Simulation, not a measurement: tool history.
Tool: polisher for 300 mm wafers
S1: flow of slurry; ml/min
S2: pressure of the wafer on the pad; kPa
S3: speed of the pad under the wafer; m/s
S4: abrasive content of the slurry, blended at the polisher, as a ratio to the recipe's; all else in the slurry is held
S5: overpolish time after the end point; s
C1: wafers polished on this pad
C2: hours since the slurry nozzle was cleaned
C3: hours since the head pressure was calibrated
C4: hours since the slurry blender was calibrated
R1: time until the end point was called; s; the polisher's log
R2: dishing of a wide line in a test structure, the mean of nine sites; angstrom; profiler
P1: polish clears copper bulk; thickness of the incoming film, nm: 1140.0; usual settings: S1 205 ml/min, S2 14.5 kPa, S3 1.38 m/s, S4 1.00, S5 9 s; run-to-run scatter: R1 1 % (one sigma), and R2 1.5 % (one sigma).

Run 1, hour 7.3: S1 205 ml/min, S2 14.5 kPa, S3 1.38 m/s, S4 1.00, S5 9 s; C1 563; C2 48.2; C3 244.3; C4 103.9. Result: R1 115.780 s, R2 502.61 angstrom.
Run 2, hour 16.3: S1 205 ml/min, S2 14.5 kPa, S3 1.38 m/s, S4 0.70, S5 6 s; C1 643; C2 57.2; C3 253.3; C4 112.9. Result: R1 124.760 s, R2 355.61 angstrom.
Run 3, hour 25.3: S1 125 ml/min, S2 14.5 kPa, S3 1.38 m/s, S4 1.00, S5 9 s; C1 724; C2 66.2; C3 262.3; C4 121.9. Result: R1 125.080 s, R2 482.73 angstrom.
Run 4, hour 41.3: S1 205 ml/min, S2 9.7 kPa, S3 1.38 m/s, S4 1.00, S5 9 s; C1 867; C2 82.2; C3 278.3; C4 137.9. Result: R1 174.070 s, R2 355.01 angstrom.
Run 5, hour 51.7: S1 205 ml/min, S2 14.5 kPa, S3 1.38 m/s, S4 1.45, S5 9 s; C1 960; C2 92.6; C3 288.7; C4 148.3. Result: R1 102.760 s, R2 542.60 angstrom.
Run 6, hour 59.6: S1 205 ml/min, S2 14.5 kPa, S3 1.38 m/s, S4 1.00, S5 9 s; C1 1031; C2 100.5; C3 296.6; C4 156.2. Result: R1 113.720 s, R2 514.46 angstrom.
At hour 69.9: slurry blender recalibrated.
Run 7, hour 73.9: S1 205 ml/min, S2 14.5 kPa, S3 0.72 m/s, S4 1.00, S5 9 s; C1 1159; C2 114.8; C3 310.9; C4 4.0. Result: R1 220.180 s, R2 309.78 angstrom.
Run 8, hour 85.8: S1 205 ml/min, S2 8.3 kPa, S3 1.38 m/s, S4 1.00, S5 6 s; C1 1265; C2 126.7; C3 322.8; C4 15.9. Result: R1 200.360 s, R2 234.86 angstrom.
Run 9, hour 97.4: S1 205 ml/min, S2 14.5 kPa, S3 1.38 m/s, S4 1.00, S5 16 s; C1 1369; C2 138.3; C3 334.4; C4 27.5. Result: R1 115.920 s, R2 722.05 angstrom.
Run 10, hour 107.7: S1 205 ml/min, S2 14.5 kPa, S3 1.38 m/s, S4 1.00, S5 9 s; C1 1462; C2 148.6; C3 344.7; C4 37.8. Result: R1 116.210 s, R2 501.94 angstrom.
Run 11, hour 124.2: S1 205 ml/min, S2 14.5 kPa, S3 1.38 m/s, S4 1.00, S5 3 s; C1 1609; C2 165.1; C3 361.2; C4 54.3. Result: R1 116.240 s, R2 212.24 angstrom.
Run 12, hour 141.0: S1 205 ml/min, S2 14.5 kPa, S3 1.92 m/s, S4 1.00, S5 9 s; C1 1760; C2 181.9; C3 378.0; C4 71.1. Result: R1 82.859 s, R2 612.10 angstrom.
Run 13, hour 151.2: S1 310 ml/min, S2 14.5 kPa, S3 1.38 m/s, S4 1.00, S5 9 s; C1 1851; C2 192.1; C3 388.2; C4 81.3. Result: R1 110.560 s, R2 521.10 angstrom.
Run 14, hour 160.8: S1 205 ml/min, S2 14.5 kPa, S3 1.80 m/s, S4 1.00, S5 14 s; C1 1937; C2 201.7; C3 397.8; C4 90.9. Result: R1 87.515 s, R2 752.31 angstrom.
Run 15, hour 175.9: S1 205 ml/min, S2 19.3 kPa, S3 1.38 m/s, S4 1.00, S5 9 s; C1 2072; C2 216.8; C3 412.9; C4 106.0. Result: R1 87.888 s, R2 631.55 angstrom.
Run 16, hour 185.5: S1 205 ml/min, S2 14.5 kPa, S3 1.38 m/s, S4 1.00, S5 9 s; C1 2158; C2 226.4; C3 422.5; C4 115.6. Result: R1 115.080 s, R2 518.41 angstrom.
Run 17, hour 197.2: S1 205 ml/min, S2 14.5 kPa, S3 1.38 m/s, S4 0.60, S5 9 s; C1 2263; C2 238.1; C3 434.2; C4 127.3. Result: R1 127.530 s, R2 478.20 angstrom.
Run 18, hour 206.3: S1 205 ml/min, S2 14.5 kPa, S3 1.38 m/s, S4 1.00, S5 9 s; C1 2344; C2 247.2; C3 443.3; C4 136.4. Result: R1 114.390 s, R2 512.28 angstrom.
Run 19, hour 216.2: S1 205 ml/min, S2 14.5 kPa, S3 1.38 m/s, S4 1.00, S5 9 s; C1 2433; C2 257.1; C3 453.2; C4 146.3. Result: R1 116.200 s, R2 496.12 angstrom.
Run 20, hour 229.6: S1 205 ml/min, S2 14.5 kPa, S3 1.38 m/s, S4 1.00, S5 9 s; C1 2553; C2 270.5; C3 466.6; C4 159.7. Result: R1 115.850 s, R2 502.19 angstrom.
Run 21, hour 243.1: S1 205 ml/min, S2 14.5 kPa, S3 1.38 m/s, S4 1.00, S5 9 s; C1 2674; C2 284.0; C3 480.1; C4 173.2. Result: R1 119.800 s, R2 480.47 angstrom.
At hour 247.8: worn pad replaced by a new one.
At hour 251.9: head pressure recalibrated.
Run 22, hour 253.0: S1 205 ml/min, S2 14.5 kPa, S3 1.38 m/s, S4 1.00, S5 9 s; C1 47; C2 293.9; C3 1.1; C4 183.1. Result: R1 122.420 s, R2 484.45 angstrom.

Run 23 comes next. What will it give?
Run 23, hour 261.4: S1 205 ml/min, S2 14.5 kPa, S3 1.38 m/s, S4 1.00, S5 9 s; C1 122; C2 302.3; C3 9.5; C4 191.5. Result: R1 ?, R2 ?.

{"run 23": {"R1": 123.87, "R2": 486.86}}
